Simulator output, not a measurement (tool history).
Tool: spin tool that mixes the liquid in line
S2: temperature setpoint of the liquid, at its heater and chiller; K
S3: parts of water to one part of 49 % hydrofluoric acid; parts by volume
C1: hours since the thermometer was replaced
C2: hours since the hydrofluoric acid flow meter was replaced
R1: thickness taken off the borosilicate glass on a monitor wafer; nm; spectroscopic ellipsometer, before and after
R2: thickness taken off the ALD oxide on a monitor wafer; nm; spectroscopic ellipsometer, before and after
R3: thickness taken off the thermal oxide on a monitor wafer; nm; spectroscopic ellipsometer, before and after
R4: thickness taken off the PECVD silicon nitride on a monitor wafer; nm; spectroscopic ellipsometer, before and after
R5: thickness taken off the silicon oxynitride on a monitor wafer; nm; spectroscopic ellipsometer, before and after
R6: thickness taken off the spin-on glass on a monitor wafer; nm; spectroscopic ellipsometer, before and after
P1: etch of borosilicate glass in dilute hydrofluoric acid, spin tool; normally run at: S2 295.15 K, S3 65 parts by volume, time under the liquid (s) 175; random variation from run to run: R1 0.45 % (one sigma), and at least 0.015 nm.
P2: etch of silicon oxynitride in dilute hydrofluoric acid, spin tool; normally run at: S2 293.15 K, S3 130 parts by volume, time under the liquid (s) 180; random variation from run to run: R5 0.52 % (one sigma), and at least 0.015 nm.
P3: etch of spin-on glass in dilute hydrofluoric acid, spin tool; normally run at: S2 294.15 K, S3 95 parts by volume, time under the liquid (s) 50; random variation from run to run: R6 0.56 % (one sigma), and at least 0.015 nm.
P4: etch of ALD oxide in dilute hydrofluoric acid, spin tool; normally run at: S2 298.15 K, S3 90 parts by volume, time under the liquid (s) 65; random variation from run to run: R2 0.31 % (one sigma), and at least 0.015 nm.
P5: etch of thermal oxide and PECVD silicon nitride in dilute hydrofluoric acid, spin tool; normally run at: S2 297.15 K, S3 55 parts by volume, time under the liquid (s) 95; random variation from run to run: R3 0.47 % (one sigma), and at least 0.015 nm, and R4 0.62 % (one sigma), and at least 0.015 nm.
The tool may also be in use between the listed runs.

{"run": 1, "day": 0.154, "process that ran": "P1", "S2": 295.15, "S3": 65, "time under the liquid (s)": 175, "C1": 1573.3, "C2": 700.8, "R1": 47.365}
{"run": 2, "day": 0.358, "process that ran": "P1", "S2": 295.15, "S3": 65, "time under the liquid (s)": 175, "C1": 1578.2, "C2": 705.7, "R1": 46.872}
{"run": 3, "day": 0.471, "process that ran": "P4", "S2": 298.15, "S3": 90, "time under the liquid (s)": 130, "C1": 1580.9, "C2": 708.4, "R2": 48.224}
{"run": 4, "day": 0.608, "process that ran": "P1", "S2": 295.15, "S3": 65, "time under the liquid (s)": 305, "C1": 1584.2, "C2": 711.7, "R1": 82.452}
{"run": 5, "day": 0.708, "process that ran": "P5", "S2": 297.15, "S3": 25, "time under the liquid (s)": 95, "C1": 1586.6, "C2": 714.1, "R3": 21.05, "R4": 11.564}
{"run": 6, "day": 0.854, "process that ran": "P5", "S2": 304.65, "S3": 55, "time under the liquid (s)": 95, "C1": 1590.1, "C2": 717.6, "R3": 12.393, "R4": 8.7853}
{"run": 7, "day": 1.004, "process that ran": "P2", "S2": 293.15, "S3": 60, "time under the liquid (s)": 180, "C1": 1593.7, "C2": 721.2, "R5": 12.378}
{"run": 8, "day": 1.154, "process that ran": "P4", "S2": 292.15, "S3": 90, "time under the liquid (s)": 65, "C1": 1597.3, "C2": 724.8, "R2": 19.029}
{"run": 9, "day": 1.329, "process that ran": "P1", "S2": 295.15, "S3": 20, "time under the liquid (s)": 175, "C1": 1601.5, "C2": 729, "R1": 162.49}
{"run": 10, "day": 1.483, "process that ran": "P3", "S2": 294.15, "S3": 95, "time under the liquid (s)": 75, "C1": 1605.2, "C2": 732.7, "R6": 27.388}
{"run": 11, "day": 1.625, "process that ran": "P4", "S2": 298.15, "S3": 90, "time under the liquid (s)": 65, "C1": 1608.6, "C2": 736.1, "R2": 24.099}
{"run": 12, "day": 1.775, "process that ran": "P5", "S2": 297.15, "S3": 55, "time under the liquid (s)": 30, "C1": 1612.2, "C2": 739.7, "R3": 2.9021, "R4": 1.7056}
{"run": 13, "day": 1.967, "process that ran": "P4", "S2": 298.15, "S3": 125, "time under the liquid (s)": 65, "C1": 1616.8, "C2": 744.3, "R2": 16.601}
{"run": 14, "day": 2.108, "process that ran": "P2", "S2": 293.15, "S3": 130, "time under the liquid (s)": 180, "C1": 1620.2, "C2": 747.7, "R5": 5.4099}
{"run": 15, "day": 2.279, "process that ran": "P2", "S2": 290.15, "S3": 130, "time under the liquid (s)": 180, "C1": 1624.3, "C2": 751.8, "R5": 4.608}
{"run": 16, "day": 2.388, "process that ran": "P1", "S2": 295.15, "S3": 65, "time under the liquid (s)": 175, "C1": 1626.9, "C2": 754.4, "R1": 47.511}
{"run": 17, "day": 2.521, "process that ran": "P1", "S2": 290.15, "S3": 65, "time under the liquid (s)": 175, "C1": 1630.1, "C2": 757.6, "R1": 38.379}
{"run": 18, "day": 2.708, "process that ran": "P1", "S2": 295.15, "S3": 110, "time under the liquid (s)": 175, "C1": 1634.6, "C2": 762.1, "R1": 26.559}
{"run": 19, "day": 2.888, "process that ran": "P2", "S2": 293.15, "S3": 130, "time under the liquid (s)": 85, "C1": 1638.9, "C2": 766.4, "R5": 2.5457}
{"run": 20, "day": 2.988, "process that ran": "P1", "S2": 295.15, "S3": 65, "time under the liquid (s)": 175, "C1": 1641.3, "C2": 768.8, "R1": 47.526}
{"run": 21, "day": 3.146, "process that ran": "P1", "S2": 301.65, "S3": 65, "time under the liquid (s)": 175, "C1": 1645.1, "C2": 772.6, "R1": 61.392}
{"run": 22, "day": 3.342, "process that ran": "P1", "S2": 295.15, "S3": 65, "time under the liquid (s)": 175, "C1": 1649.8, "C2": 777.3, "R1": 47.865}
{"run": 23, "day": 3.442, "process that ran": "P1", "S2": 295.15, "S3": 65, "time under the liquid (s)": 85, "C1": 1652.2, "C2": 779.7, "R1": 23.087}
{"run": 24, "day": 3.654, "process that ran": "P3", "S2": 294.15, "S3": 95, "time under the liquid (s)": 50, "C1": 1657.3, "C2": 784.8, "R6": 18.278}
{"run": 25, "day": 3.871, "process that ran": "P5", "S2": 297.15, "S3": 55, "time under the liquid (s)": 95, "C1": 1662.5, "C2": 790, "R3": 9.1436, "R4": 5.4605}
{"run": 26, "day": 4.088, "process that ran": "P3", "S2": 294.15, "S3": 40, "time under the liquid (s)": 50, "C1": 1667.7, "C2": 795.2, "R6": 46.127}
{"run": 27, "day": 4.242, "process that ran": "P1", "S2": 295.15, "S3": 95, "time under the liquid (s)": 250, "C1": 1671.4, "C2": 798.9, "R1": 44.724}
{"run": 28, "day": 4.417, "process that ran": "P1", "S2": 295.15, "S3": 35, "time under the liquid (s)": 95, "C1": 1675.6, "C2": 803.1, "R1": 49.542}
{"run": 29, "day": 4.612, "process that ran": "P1", "S2": 290.65, "S3": 110, "time under the liquid (s)": 175, "C1": 1680.3, "C2": 807.8, "R1": 22.181}
{"run": 30, "day": 4.825, "process that ran": "P3", "S2": 299.65, "S3": 95, "time under the liquid (s)": 50, "C1": 1685.4, "C2": 812.9, "R6": 22.573}
{"run": 31, "day": 4.954, "process that ran": "P1", "S2": 295.15, "S3": 65, "time under the liquid (s)": 175, "C1": 1688.5, "C2": 816, "R1": 47.462}
{"run": 32, "day": 5.1, "process that ran": "P1", "S2": 295.15, "S3": 65, "time under the liquid (s)": 175, "C1": 1692, "C2": 819.5, "R1": 45.787}
{"run": 33, "day": 5.208, "process that ran": "P1", "S2": 295.15, "S3": 65, "time under the liquid (s)": 175, "C1": 1694.6, "C2": 822.1, "R1": 44.942}
{"run": 34, "day": 5.375, "process that ran": "P1", "S2": 295.15, "S3": 65, "time under the liquid (s)": 175, "C1": 1698.6, "C2": 826.1, "R1": 44.416}
{"run": 35, "day": 5.488, "process that ran": "P1", "S2": 295.15, "S3": 65, "time under the liquid (s)": 175, "C1": 1701.3, "C2": 828.8, "R1": 44.223}
{"run": 36, "day": 5.612, "process that ran": "P1", "S2": 295.15, "S3": 65, "time under the liquid (s)": 175, "C1": 1704.3, "C2": 831.8, "R1": 44.203}
{"run": 37, "day": 5.717, "process that ran": "P1", "S2": 295.15, "S3": 65, "time under the liquid (s)": 175, "C1": 1706.8, "C2": 834.3, "R1": 43.904}
{"run": 38, "day": 5.888, "process that ran": "P1", "S2": 295.15, "S3": 65, "time under the liquid (s)": 175, "C1": 1710.9, "C2": 838.4, "R1": 43.392}
{"run": 39, "day": 6.004, "process that ran": "P1", "S2": 295.15, "S3": 65, "time under the liquid (s)": 175, "C1": 1713.7, "C2": 841.2, "R1": 43.777}
{"run": 40, "day": 6.117, "process that ran": "P1", "S2": 295.15, "S3": 65, "time under the liquid (s)": 175, "C1": 1716.4, "C2": 843.9, "R1": 43.524}
{"run": 41, "day": 6.229, "process that ran": "P1", "S2": 295.15, "S3": 65, "time under the liquid (s)": 175, "C1": 1719.1, "C2": 846.6, "R1": 43.605}

What P1 gives has crept away from where it was. These 2 causes fit the log equally well, each at the size given:
A: hydrofluoric acid flow below the setpoint (%) = 7.43
B: liquid colder than its thermometer reads (K) = 2.01
The creep began at about day 4.954.

4 check runs are offered, one wafer each, their results left as question marks. Which one tells the causes apart?
{"run": "check 1", "day": 6.342, "process that ran": "P4", "S2": 298.15, "S3": 90, "time under the liquid (s)": 65, "R2": "?"}
{"run": "check 2", "day": 6.342, "process that ran": "P3", "S2": 294.15, "S3": 95, "time under the liquid (s)": 50, "R6": "?"}
{"run": "check 3", "day": 6.342, "process that ran": "P2", "S2": 293.15, "S3": 130, "time under the liquid (s)": 180, "R5": "?"}
{"run": "check 4", "day": 6.342, "process that ran": "P5", "S2": 297.15, "S3": 55, "time under the liquid (s)": 95, "R3": "?", "R4": "?"}

What each check would give under each cause:
check=check_1 result=R2 if_A=22.169 if_B=22.305
check=check_2 result=R6 if_A=16.738 if_B=16.791
check=check_3 result=R5 if_A=4.9474 if_B=4.8826
check=check_4 result=R3 if_A=8.4312 if_B=8.4301
check=check_4 result=R4 if_A=5.054 if_B=4.7569
How far apart the two closest causes lie, in the result that separates them most: check 1 0.61 %; check 2 0.32 %; check 3 1.32 %; check 4 6.06 %
Only check 4 tells the causes apart: in the others they would give nearly the same result.

Then check 4 was run and gave: R3 8.4382 nm; R4 5.0047 nm. Which cause is it?

It is A: hydrofluoric acid flow below the setpoint (%).
